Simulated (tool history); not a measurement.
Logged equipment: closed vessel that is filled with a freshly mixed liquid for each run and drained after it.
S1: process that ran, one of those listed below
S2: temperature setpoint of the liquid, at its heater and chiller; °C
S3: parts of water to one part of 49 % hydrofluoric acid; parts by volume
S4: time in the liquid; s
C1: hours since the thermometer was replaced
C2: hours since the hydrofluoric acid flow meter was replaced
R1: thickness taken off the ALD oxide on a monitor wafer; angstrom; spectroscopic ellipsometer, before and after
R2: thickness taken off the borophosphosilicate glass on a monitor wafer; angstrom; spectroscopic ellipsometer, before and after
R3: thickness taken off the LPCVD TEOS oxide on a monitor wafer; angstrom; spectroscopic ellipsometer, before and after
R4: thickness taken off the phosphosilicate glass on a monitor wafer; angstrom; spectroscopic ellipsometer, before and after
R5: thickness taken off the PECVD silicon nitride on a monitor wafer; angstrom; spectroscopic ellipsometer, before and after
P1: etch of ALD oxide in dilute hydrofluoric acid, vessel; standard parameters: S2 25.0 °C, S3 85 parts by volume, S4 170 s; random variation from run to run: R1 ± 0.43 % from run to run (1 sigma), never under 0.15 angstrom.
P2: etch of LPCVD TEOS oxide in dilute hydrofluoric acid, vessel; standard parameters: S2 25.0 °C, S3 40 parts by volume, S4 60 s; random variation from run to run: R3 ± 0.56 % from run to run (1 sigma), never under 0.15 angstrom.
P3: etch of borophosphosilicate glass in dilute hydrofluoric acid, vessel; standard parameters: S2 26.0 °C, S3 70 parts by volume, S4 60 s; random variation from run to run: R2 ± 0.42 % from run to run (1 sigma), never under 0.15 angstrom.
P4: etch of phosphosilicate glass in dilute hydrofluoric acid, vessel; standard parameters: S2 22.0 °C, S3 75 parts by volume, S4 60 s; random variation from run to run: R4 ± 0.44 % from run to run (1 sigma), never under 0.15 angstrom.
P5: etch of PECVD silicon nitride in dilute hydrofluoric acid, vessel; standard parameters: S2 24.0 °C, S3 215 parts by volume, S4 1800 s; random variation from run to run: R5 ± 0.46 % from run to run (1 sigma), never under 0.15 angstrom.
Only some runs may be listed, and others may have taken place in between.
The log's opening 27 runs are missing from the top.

Run 28, hour 168.0: S1 P1, S2 25.0 °C, S3 85 parts by volume, S4 170 s; C1 502.9; C2 457.9. Result: R1 262.730 angstrom.
Run 29, hour 172.1: S1 P1, S2 25.0 °C, S3 85 parts by volume, S4 75 s; C1 507.0; C2 462.0. Result: R1 115.740 angstrom.
Run 30, hour 178.1: S1 P1, S2 25.0 °C, S3 45 parts by volume, S4 170 s; C1 513.0; C2 468.0. Result: R1 524.980 angstrom.
Run 31, hour 185.0: S1 P5, S2 24.0 °C, S3 215 parts by volume, S4 1800 s; C1 519.9; C2 474.9. Result: R5 218.85 angstrom.
Run 32, hour 190.8: S1 P2, S2 25.0 °C, S3 40 parts by volume, S4 60 s; C1 525.7; C2 480.7. Result: R3 978.42 angstrom.
Run 33, hour 196.4: S1 P1, S2 25.0 °C, S3 85 parts by volume, S4 170 s; C1 531.3; C2 486.3. Result: R1 262.350 angstrom.
Run 34, hour 201.5: S1 P1, S2 25.0 °C, S3 85 parts by volume, S4 170 s; C1 536.4; C2 491.4. Result: R1 271.570 angstrom.
Run 35, hour 209.7: S1 P1, S2 25.0 °C, S3 85 parts by volume, S4 170 s; C1 544.6; C2 499.6. Result: R1 278.830 angstrom.
Run 36, hour 215.4: S1 P1, S2 25.0 °C, S3 85 parts by volume, S4 170 s; C1 550.3; C2 505.3. Result: R1 279.750 angstrom.
Run 37, hour 219.4: S1 P1, S2 25.0 °C, S3 85 parts by volume, S4 170 s; C1 554.3; C2 509.3. Result: R1 282.510 angstrom.
Run 38, hour 223.5: S1 P1, S2 25.0 °C, S3 85 parts by volume, S4 170 s; C1 558.4; C2 513.4. Result: R1 283.120 angstrom.
Run 39, hour 228.6: S1 P1, S2 25.0 °C, S3 85 parts by volume, S4 170 s; C1 563.5; C2 518.5. Result: R1 281.990 angstrom.
Run 40, hour 233.2: S1 P1, S2 25.0 °C, S3 85 parts by volume, S4 170 s; C1 568.1; C2 523.1. Result: R1 281.040 angstrom.

Expected results for the next run?
Run 41, hour 241.0: S1 P1, S2 25.0 °C, S3 85 parts by volume, S4 170 s; C1 575.9; C2 530.9. Result: R1 ?.

Logged for run 41: R1 283.110 angstrom.

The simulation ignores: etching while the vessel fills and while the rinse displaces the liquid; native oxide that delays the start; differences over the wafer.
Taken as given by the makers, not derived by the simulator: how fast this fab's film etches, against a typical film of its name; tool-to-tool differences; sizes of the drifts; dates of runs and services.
